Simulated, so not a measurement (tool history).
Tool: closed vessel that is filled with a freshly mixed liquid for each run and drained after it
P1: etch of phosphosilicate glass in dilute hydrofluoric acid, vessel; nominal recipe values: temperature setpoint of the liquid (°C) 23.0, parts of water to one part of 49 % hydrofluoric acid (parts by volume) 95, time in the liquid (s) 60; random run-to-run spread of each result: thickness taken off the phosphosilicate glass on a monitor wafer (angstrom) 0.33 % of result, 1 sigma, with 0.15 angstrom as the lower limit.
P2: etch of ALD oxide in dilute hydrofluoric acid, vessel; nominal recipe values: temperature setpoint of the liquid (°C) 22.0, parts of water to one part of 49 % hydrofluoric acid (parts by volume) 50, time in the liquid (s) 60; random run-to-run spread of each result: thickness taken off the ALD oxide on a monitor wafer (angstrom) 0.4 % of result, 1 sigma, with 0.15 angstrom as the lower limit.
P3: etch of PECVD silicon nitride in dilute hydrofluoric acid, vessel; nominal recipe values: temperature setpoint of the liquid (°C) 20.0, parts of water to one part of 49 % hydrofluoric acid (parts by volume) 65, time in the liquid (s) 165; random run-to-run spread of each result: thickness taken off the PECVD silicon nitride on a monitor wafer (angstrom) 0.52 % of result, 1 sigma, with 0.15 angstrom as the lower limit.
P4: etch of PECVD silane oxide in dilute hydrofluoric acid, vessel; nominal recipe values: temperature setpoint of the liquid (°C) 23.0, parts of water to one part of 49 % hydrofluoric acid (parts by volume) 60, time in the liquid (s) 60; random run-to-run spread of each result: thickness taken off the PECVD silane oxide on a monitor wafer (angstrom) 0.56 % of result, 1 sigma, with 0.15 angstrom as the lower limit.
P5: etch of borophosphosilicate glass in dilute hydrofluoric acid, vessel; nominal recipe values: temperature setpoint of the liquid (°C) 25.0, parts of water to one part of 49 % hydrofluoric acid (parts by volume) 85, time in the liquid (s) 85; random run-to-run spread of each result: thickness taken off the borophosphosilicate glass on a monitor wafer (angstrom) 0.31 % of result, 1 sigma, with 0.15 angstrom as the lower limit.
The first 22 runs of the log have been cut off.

run   hour  process that ran  temperature setpoint of the liquid (°C)  parts of water to one part of 49 % hydrofluoric acid (parts by volume)  time in the liquid (s)  hours since the thermometer was replaced  hours since the hydrofluoric acid flow meter was replaced  thickness taken off the phosphosilicate glass on a monitor wafer (angstrom)  thickness taken off the ALD oxide on a monitor wafer (angstrom)  thickness taken off the PECVD silane oxide on a monitor wafer (angstrom)  thickness taken off the borophosphosilicate glass on a monitor wafer (angstrom)  thickness taken off the PECVD silicon nitride on a monitor wafer (angstrom)
 23  139.1                P1                                     23.0                                                                      95                      60                                     492.5                                                      721.3                                                                       468.12
 24  146.4                P4                                     23.0                                                                      60                      60                                     499.8                                                      728.6                                                                                                                                                                                                                  303.68
 25  152.6                P4                                     23.0                                                                      25                      60                                     506.0                                                      734.8                                                                                                                                                                                                                  762.59
 26  159.3                P3                                     20.0                                                                      65                     165                                     512.7                                                      741.5                                                                                                                                                                                                                                                                                                                                                                               108.620
 27  164.2                P5                                     30.5                                                                      85                      85                                     517.6                                                      746.4                                                                                                                                                                                                                                                                                                   546.88
 28  168.5                P5                                     25.0                                                                      85                      85                                     521.9                                                      750.7                                                                                                                                                                                                                                                                                                   443.64
 29  171.8                P1                                     23.0                                                                      95                     105                                     525.2                                                      754.0                                                                       823.33
 30  178.8                P3                                     20.0                                                                     110                     165                                     532.2                                                      761.0                                                                                                                                                                                                                                                                                                                                                                                65.984
 31  183.3                P1                                     23.0                                                                      20                      60                                     536.7                                                      765.5                                                                      2452.10
 32  188.4                P3                                     20.0                                                                      65                     310                                     541.8                                                      770.6                                                                                                                                                                                                                                                                                                                                                                               204.220
 33  193.8                P5                                     25.0                                                                      85                      30                                     547.2                                                      776.0                                                                                                                                                                                                                                                                                                   155.46
 34  198.4                P1                                     23.0                                                                      95                      60                                     551.8                                                      780.6                                                                       467.23
 35  201.8                P1                                     23.0                                                                      95                      60                                     555.2                                                      784.0                                                                       456.09

What does the tool deliver on the next run?
 36  206.0                P1                                     23.0                                                                      95                      60                                     559.4                                                      788.2                                                                            ?

Run 36 yielded thickness taken off the phosphosilicate glass on a monitor wafer (angstrom) 443.50.
